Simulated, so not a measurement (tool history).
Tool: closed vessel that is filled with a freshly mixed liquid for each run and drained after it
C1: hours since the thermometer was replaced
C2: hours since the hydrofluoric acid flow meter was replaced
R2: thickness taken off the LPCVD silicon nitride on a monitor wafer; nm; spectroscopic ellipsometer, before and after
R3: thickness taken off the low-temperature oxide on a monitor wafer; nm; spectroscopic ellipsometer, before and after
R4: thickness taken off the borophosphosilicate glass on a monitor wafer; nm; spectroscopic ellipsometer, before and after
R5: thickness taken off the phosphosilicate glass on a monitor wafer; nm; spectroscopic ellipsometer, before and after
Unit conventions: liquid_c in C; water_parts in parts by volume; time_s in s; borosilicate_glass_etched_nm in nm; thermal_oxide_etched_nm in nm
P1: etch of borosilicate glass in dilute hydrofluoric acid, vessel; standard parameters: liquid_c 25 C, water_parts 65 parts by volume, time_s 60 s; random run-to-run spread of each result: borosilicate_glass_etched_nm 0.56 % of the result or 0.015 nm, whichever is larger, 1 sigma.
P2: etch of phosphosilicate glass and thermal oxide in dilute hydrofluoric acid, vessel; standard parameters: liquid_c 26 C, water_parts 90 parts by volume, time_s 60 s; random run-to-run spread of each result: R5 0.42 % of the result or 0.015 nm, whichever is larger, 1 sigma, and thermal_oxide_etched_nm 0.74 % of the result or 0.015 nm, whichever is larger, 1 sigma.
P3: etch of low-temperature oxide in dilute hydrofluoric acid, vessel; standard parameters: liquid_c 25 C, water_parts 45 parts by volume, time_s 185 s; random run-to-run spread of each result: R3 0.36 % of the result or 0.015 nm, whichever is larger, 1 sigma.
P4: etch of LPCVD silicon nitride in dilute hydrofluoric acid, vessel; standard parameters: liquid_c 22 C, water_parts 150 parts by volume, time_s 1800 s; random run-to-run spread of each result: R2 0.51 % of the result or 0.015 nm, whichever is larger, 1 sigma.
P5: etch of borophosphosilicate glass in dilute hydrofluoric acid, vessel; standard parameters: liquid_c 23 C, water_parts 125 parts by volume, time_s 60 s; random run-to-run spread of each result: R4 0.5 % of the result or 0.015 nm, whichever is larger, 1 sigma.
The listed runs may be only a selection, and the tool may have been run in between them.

run 1 hour=9.1 | process=P1 liquid_c=25 water_parts=65 time_s=60 | C1=1056.2 C2=697.2 | borosilicate_glass_etched_nm=22.465
run 2 hour=16.8 | process=P1 liquid_c=19.5 water_parts=40 time_s=60 | C1=1063.9 C2=704.9 | borosilicate_glass_etched_nm=30.116
run 3 hour=24.3 | process=P4 liquid_c=22 water_parts=75 time_s=1800 | C1=1071.4 C2=712.4 | R2=10.722
run 4 hour=31.9 | process=P3 liquid_c=25 water_parts=45 time_s=185 | C1=1079 C2=720 | R3=48.528
run 5 hour=40 | process=P5 liquid_c=23 water_parts=125 time_s=60 | C1=1087.1 C2=728.1 | R4=21.662
run 6 hour=49.6 | process=P4 liquid_c=22 water_parts=150 time_s=3240 | C1=1096.7 C2=737.7 | R2=9.812
run 7 hour=56.8 | process=P5 liquid_c=23 water_parts=215 time_s=60 | C1=1103.9 C2=744.9 | R4=11.496
run 8 hour=62 | process=P4 liquid_c=22 water_parts=150 time_s=1800 | C1=1109.1 C2=750.1 | R2=5.3686
run 9 hour=70.7 | process=P1 liquid_c=21.5 water_parts=65 time_s=60 | C1=1117.8 C2=758.8 | borosilicate_glass_etched_nm=19.436
run 10 hour=76.8 | process=P1 liquid_c=25 water_parts=40 time_s=60 | C1=1123.9 C2=764.9 | borosilicate_glass_etched_nm=37.503
run 11 hour=86.5 | process=P1 liquid_c=25 water_parts=65 time_s=60 | C1=1133.6 C2=774.6 | borosilicate_glass_etched_nm=22.326
run 12 hour=92.7 | process=P1 liquid_c=17.5 water_parts=65 time_s=95 | C1=1139.8 C2=780.8 | borosilicate_glass_etched_nm=25.962
run 13 hour=98.1 | process=P1 liquid_c=32 water_parts=65 time_s=60 | C1=1145.2 C2=786.2 | borosilicate_glass_etched_nm=29.668
run 14 hour=106.6 | process=P3 liquid_c=25 water_parts=45 time_s=280 | C1=1153.7 C2=794.7 | R3=73.318
run 15 hour=113 | process=P3 liquid_c=25 water_parts=65 time_s=185 | C1=1160.1 C2=801.1 | R3=32.789
run 16 hour=117.2 | process=P1 liquid_c=25 water_parts=110 time_s=60 | C1=1164.3 C2=805.3 | borosilicate_glass_etched_nm=12.554
run 17 hour=125.3 | process=P1 liquid_c=25 water_parts=65 time_s=100 | C1=1172.4 C2=813.4 | borosilicate_glass_etched_nm=37.302
run 18 hour=129.9 | process=P2 liquid_c=26 water_parts=90 time_s=60 | C1=1177 C2=818 | R5=107.97 thermal_oxide_etched_nm=3.3534
run 19 hour=135.8 | process=P2 liquid_c=29.5 water_parts=90 time_s=60 | C1=1182.9 C2=823.9 | R5=123.7 thermal_oxide_etched_nm=3.8256
run 20 hour=142.4 | process=P2 liquid_c=26 water_parts=140 time_s=60 | C1=1189.5 C2=830.5 | R5=64.622 thermal_oxide_etched_nm=1.9867
run 21 hour=151.6 | process=P3 liquid_c=25 water_parts=45 time_s=185 | C1=1198.7 C2=839.7 | R3=48.759
run 22 hour=159.2 | process=P2 liquid_c=26 water_parts=90 time_s=30 | C1=1206.3 C2=847.3 | R5=53.506 thermal_oxide_etched_nm=1.6703
run 23 hour=168.9 | process=P1 liquid_c=25 water_parts=65 time_s=60 | C1=1216 C2=857 | borosilicate_glass_etched_nm=22.74
run 24 hour=175.3 | process=P3 liquid_c=20 water_parts=45 time_s=185 | C1=1222.4 C2=863.4 | R3=39.648
run 25 hour=184.2 | process=P1 liquid_c=25 water_parts=65 time_s=60 | C1=1231.3 C2=872.3 | borosilicate_glass_etched_nm=22.356
run 26 hour=192.2 | process=P5 liquid_c=17.5 water_parts=125 time_s=60 | C1=1239.3 C2=880.3 | R4=17.3
run 27 hour=200.2 | process=P1 liquid_c=25 water_parts=65 time_s=60 | C1=1247.3 C2=888.3 | borosilicate_glass_etched_nm=22.43
run 28 hour=204.8 | process=P1 liquid_c=25 water_parts=65 time_s=30 | C1=1251.9 C2=892.9 | borosilicate_glass_etched_nm=11.33
run 29 hour=213.9 | process=P5 liquid_c=23 water_parts=125 time_s=60 | C1=1261 C2=902 | R4=21.727
run 30 hour=218.8 | process=P5 liquid_c=23 water_parts=125 time_s=110 | C1=1265.9 C2=906.9 | R4=39.738
run 31 hour=227.4 | process=P4 liquid_c=17 water_parts=150 time_s=1800 | C1=1274.5 C2=915.5 | R2=3.9031
run 32 hour=236.1 | process=P1 liquid_c=25 water_parts=65 time_s=60 | C1=1283.2 C2=924.2 | borosilicate_glass_etched_nm=22.382
run 33 hour=240.3 | process=P1 liquid_c=25 water_parts=65 time_s=60 | C1=1287.4 C2=928.4 | borosilicate_glass_etched_nm=22.446
run 34 hour=249 | process=P1 liquid_c=25 water_parts=65 time_s=60 | C1=1296.1 C2=937.1 | borosilicate_glass_etched_nm=23.239
run 35 hour=258.1 | process=P1 liquid_c=25 water_parts=65 time_s=60 | C1=1305.2 C2=946.2 | borosilicate_glass_etched_nm=23.759

What will run 36 give?
run 36 hour=262.8 | process=P1 liquid_c=25 water_parts=65 time_s=60 | C1=1309.9 C2=950.9 | borosilicate_glass_etched_nm=?

borosilicate_glass_etched_nm: 23.541 nm

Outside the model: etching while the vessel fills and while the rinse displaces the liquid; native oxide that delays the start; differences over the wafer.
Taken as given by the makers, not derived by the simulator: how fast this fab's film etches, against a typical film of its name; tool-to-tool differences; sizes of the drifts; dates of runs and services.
